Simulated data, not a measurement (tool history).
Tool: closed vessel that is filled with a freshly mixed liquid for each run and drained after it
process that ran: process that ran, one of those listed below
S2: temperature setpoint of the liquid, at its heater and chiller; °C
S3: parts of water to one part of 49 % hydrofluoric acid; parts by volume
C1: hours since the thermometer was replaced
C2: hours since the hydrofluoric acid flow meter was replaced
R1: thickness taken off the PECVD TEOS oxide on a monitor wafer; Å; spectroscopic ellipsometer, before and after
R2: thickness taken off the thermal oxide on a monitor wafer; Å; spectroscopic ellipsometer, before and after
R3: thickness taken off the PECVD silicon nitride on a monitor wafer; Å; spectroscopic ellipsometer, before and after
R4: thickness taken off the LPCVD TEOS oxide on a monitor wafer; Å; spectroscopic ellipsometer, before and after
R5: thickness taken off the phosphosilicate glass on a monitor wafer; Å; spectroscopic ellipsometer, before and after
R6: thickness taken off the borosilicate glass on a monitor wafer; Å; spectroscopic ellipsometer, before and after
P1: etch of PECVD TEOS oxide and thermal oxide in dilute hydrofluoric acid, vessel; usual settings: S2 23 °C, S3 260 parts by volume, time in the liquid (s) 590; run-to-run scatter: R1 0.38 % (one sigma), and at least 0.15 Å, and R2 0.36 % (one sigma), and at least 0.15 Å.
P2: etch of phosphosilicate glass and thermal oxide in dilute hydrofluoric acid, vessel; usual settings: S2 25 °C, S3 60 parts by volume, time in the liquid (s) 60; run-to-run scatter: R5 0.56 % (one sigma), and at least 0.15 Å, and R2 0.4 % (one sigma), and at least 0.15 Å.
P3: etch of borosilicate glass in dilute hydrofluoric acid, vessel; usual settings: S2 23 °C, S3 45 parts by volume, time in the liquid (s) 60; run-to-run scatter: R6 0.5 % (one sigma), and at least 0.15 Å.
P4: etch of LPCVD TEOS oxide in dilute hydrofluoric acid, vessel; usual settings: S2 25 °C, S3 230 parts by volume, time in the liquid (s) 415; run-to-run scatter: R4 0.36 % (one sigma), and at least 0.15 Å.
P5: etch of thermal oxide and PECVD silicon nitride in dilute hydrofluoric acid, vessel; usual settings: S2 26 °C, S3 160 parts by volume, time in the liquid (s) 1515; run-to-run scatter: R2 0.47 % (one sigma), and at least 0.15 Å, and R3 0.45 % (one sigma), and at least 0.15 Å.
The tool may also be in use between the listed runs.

{"run": 1, "hour": 12.0, "process that ran": "P1", "S2": 23, "S3": 260, "time in the liquid (s)": 590, "C1": 686.2, "C2": 930.9, "R1": 219.68, "R2": 87.642}
{"run": 2, "hour": 18.5, "process that ran": "P5", "S2": 26, "S3": 25, "time in the liquid (s)": 1515, "C1": 692.7, "C2": 937.4, "R2": 3468.8, "R3": 3240.9}
{"run": 3, "hour": 26.0, "process that ran": "P4", "S2": 25, "S3": 230, "time in the liquid (s)": 415, "C1": 700.2, "C2": 944.9, "R4": 506.26}
{"run": 4, "hour": 38.6, "process that ran": "P2", "S2": 25, "S3": 60, "time in the liquid (s)": 30, "C1": 712.8, "C2": 957.5, "R2": 26.31, "R5": 392.78}
{"run": 5, "hour": 48.8, "process that ran": "P3", "S2": 23, "S3": 45, "time in the liquid (s)": 30, "C1": 723, "C2": 967.7, "R6": 232.45}
{"run": 6, "hour": 60.8, "process that ran": "P1", "S2": 23, "S3": 260, "time in the liquid (s)": 590, "C1": 735, "C2": 979.7, "R1": 219.57, "R2": 87.806}
{"run": 7, "hour": 67.0, "process that ran": "P5", "S2": 26, "S3": 160, "time in the liquid (s)": 1515, "C1": 741.2, "C2": 985.9, "R2": 455.7, "R3": 516.53}
{"run": 8, "hour": 79.5, "process that ran": "P1", "S2": 23, "S3": 260, "time in the liquid (s)": 590, "C1": 753.7, "C2": 998.4, "R1": 219.49, "R2": 87.094}
{"run": 9, "hour": 86.2, "process that ran": "P2", "S2": 25, "S3": 110, "time in the liquid (s)": 60, "C1": 760.4, "C2": 1005.1, "R2": 27.112, "R5": 406.86}
{"run": 10, "hour": 92.5, "process that ran": "P1", "S2": 17, "S3": 260, "time in the liquid (s)": 590, "C1": 766.7, "C2": 1011.4, "R1": 175.45, "R2": 70.332}
{"run": 11, "hour": 103.4, "process that ran": "P2", "S2": 19, "S3": 60, "time in the liquid (s)": 60, "C1": 777.6, "C2": 1022.3, "R2": 41.575, "R5": 617.99}
{"run": 12, "hour": 114.0, "process that ran": "P4", "S2": 31.5, "S3": 230, "time in the liquid (s)": 415, "C1": 788.2, "C2": 1032.9, "R4": 629.55}
{"run": 13, "hour": 127.6, "process that ran": "P1", "S2": 23, "S3": 260, "time in the liquid (s)": 590, "C1": 801.8, "C2": 1046.5, "R1": 220.36, "R2": 88.087}
{"run": 14, "hour": 136.3, "process that ran": "P1", "S2": 23, "S3": 365, "time in the liquid (s)": 590, "C1": 810.5, "C2": 1055.2, "R1": 140.43, "R2": 56.36}
{"run": 15, "hour": 147.2, "process that ran": "P5", "S2": 26, "S3": 160, "time in the liquid (s)": 1515, "C1": 821.4, "C2": 1066.1, "R2": 457.12, "R3": 523.45}
{"run": 16, "hour": 155.1, "process that ran": "P4", "S2": 25, "S3": 230, "time in the liquid (s)": 810, "C1": 829.3, "C2": 1074, "R4": 982.07}
{"run": 17, "hour": 167.5, "process that ran": "P4", "S2": 25, "S3": 350, "time in the liquid (s)": 415, "C1": 841.7, "C2": 1086.4, "R4": 295.63}
{"run": 18, "hour": 181.1, "process that ran": "P1", "S2": 19, "S3": 375, "time in the liquid (s)": 590, "C1": 855.3, "C2": 1100, "R1": 120.04, "R2": 47.924}
{"run": 19, "hour": 188.2, "process that ran": "P1", "S2": 23, "S3": 260, "time in the liquid (s)": 330, "C1": 862.4, "C2": 1107.1, "R1": 122.86, "R2": 49.134}
{"run": 20, "hour": 195.6, "process that ran": "P3", "S2": 31, "S3": 45, "time in the liquid (s)": 60, "C1": 869.8, "C2": 1114.5, "R6": 649.88}
{"run": 21, "hour": 203.4, "process that ran": "P1", "S2": 27, "S3": 260, "time in the liquid (s)": 590, "C1": 877.6, "C2": 1122.3, "R1": 253.38, "R2": 100.42}
{"run": 22, "hour": 210.6, "process that ran": "P3", "S2": 23, "S3": 75, "time in the liquid (s)": 60, "C1": 884.8, "C2": 1129.5, "R6": 271.02}
{"run": 23, "hour": 216.6, "process that ran": "P4", "S2": 25, "S3": 230, "time in the liquid (s)": 415, "C1": 890.8, "C2": 1135.5, "R4": 502.59}
{"run": 24, "hour": 226.8, "process that ran": "P3", "S2": 23, "S3": 45, "time in the liquid (s)": 60, "C1": 901, "C2": 1145.7, "R6": 467.54}
{"run": 25, "hour": 234.4, "process that ran": "P1", "S2": 28, "S3": 260, "time in the liquid (s)": 80, "C1": 908.6, "C2": 1153.3, "R1": 35.009, "R2": 14.506}
{"run": 26, "hour": 247.2, "process that ran": "P1", "S2": 23, "S3": 260, "time in the liquid (s)": 980, "C1": 921.4, "C2": 1166.1, "R1": 367.92, "R2": 145.84}
{"run": 27, "hour": 259.5, "process that ran": "P1", "S2": 23, "S3": 130, "time in the liquid (s)": 590, "C1": 933.7, "C2": 1178.4, "R1": 503.17, "R2": 201.31}
{"run": 28, "hour": 269.1, "process that ran": "P2", "S2": 25, "S3": 60, "time in the liquid (s)": 60, "C1": 943.3, "C2": 1188, "R2": 53.218, "R5": 786}
{"run": 29, "hour": 281.3, "process that ran": "P5", "S2": 26, "S3": 160, "time in the liquid (s)": 65, "C1": 955.5, "C2": 1200.2, "R2": 19.631, "R3": 22.441}
{"run": 30, "hour": 293.0, "process that ran": "P5", "S2": 33, "S3": 160, "time in the liquid (s)": 1515, "C1": 967.2, "C2": 1211.9, "R2": 585.8, "R3": 801.4}
{"run": 31, "hour": 306.9, "process that ran": "P1", "S2": 23, "S3": 260, "time in the liquid (s)": 590, "C1": 981.1, "C2": 1225.8, "R1": 219.19, "R2": 88.009}
{"run": 32, "hour": 316.0, "process that ran": "P1", "S2": 23, "S3": 260, "time in the liquid (s)": 590, "C1": 990.2, "C2": 1234.9, "R1": 224.83, "R2": 89.534}
{"run": 33, "hour": 328.3, "process that ran": "P1", "S2": 23, "S3": 260, "time in the liquid (s)": 590, "C1": 1002.5, "C2": 1247.2, "R1": 230.36, "R2": 92.882}
{"run": 34, "hour": 339.7, "process that ran": "P1", "S2": 23, "S3": 260, "time in the liquid (s)": 590, "C1": 1013.9, "C2": 1258.6, "R1": 232.23, "R2": 92.951}
{"run": 35, "hour": 347.8, "process that ran": "P1", "S2": 23, "S3": 260, "time in the liquid (s)": 590, "C1": 1022, "C2": 1266.7, "R1": 234.33, "R2": 94.146}
{"run": 36, "hour": 358.4, "process that ran": "P1", "S2": 23, "S3": 260, "time in the liquid (s)": 590, "C1": 1032.6, "C2": 1277.3, "R1": 233.75, "R2": 94.032}
{"run": 37, "hour": 370.9, "process that ran": "P1", "S2": 23, "S3": 260, "time in the liquid (s)": 590, "C1": 1045.1, "C2": 1289.8, "R1": 235.33, "R2": 93.417}
{"run": 38, "hour": 379.8, "process that ran": "P1", "S2": 23, "S3": 260, "time in the liquid (s)": 590, "C1": 1054, "C2": 1298.7, "R1": 234.52, "R2": 93.527}
{"run": 39, "hour": 386.6, "process that ran": "P1", "S2": 23, "S3": 260, "time in the liquid (s)": 590, "C1": 1060.8, "C2": 1305.5, "R1": 233.67, "R2": 94.357}

What P1 gives has crept away from where it was. These 2 causes fit the log equally well, each at the size given:
A: liquid hotter than its thermometer reads (K) = 1.89
B: hydrofluoric acid flow above the setpoint (%) = 5.51
The creep began at about hour 306.9.

4 check runs are offered, one wafer each, their results left as question marks. Which one tells the causes apart?
{"run": "check 1", "hour": 393.4, "process that ran": "P2", "S2": 25, "S3": 95, "time in the liquid (s)": 40, "R2": "?", "R5": "?"}
{"run": "check 2", "hour": 393.4, "process that ran": "P3", "S2": 30.5, "S3": 75, "time in the liquid (s)": 60, "R6": "?"}
{"run": "check 3", "hour": 393.4, "process that ran": "P4", "S2": 25, "S3": 230, "time in the liquid (s)": 610, "R4": "?"}
{"run": "check 4", "hour": 393.4, "process that ran": "P5", "S2": 31.5, "S3": 160, "time in the liquid (s)": 450, "R2": "?", "R3": "?"}

What each check would give under each cause:
check=check_1 result=R2 if_A=22.962 if_B=22.645
check=check_1 result=R5 if_A=343.59 if_B=338.84
check=check_2 result=R6 if_A=387.92 if_B=383.29
check=check_3 result=R4 if_A=794.89 if_B=794.5
check=check_4 result=R2 if_A=176.84 if_B=176.7
check=check_4 result=R3 if_A=243.32 if_B=229.66
How far apart the two closest causes lie, in the result that separates them most: check 1 1.39 %; check 2 1.2 %; check 3 0.05 %; check 4 5.78 %
Only check 4 tells the causes apart: in the others they would give nearly the same result.

Check 4 was then run and gave: R2 177.17 Å; R3 243.47 Å. Which cause is it?

It is A: liquid hotter than its thermometer reads (K).
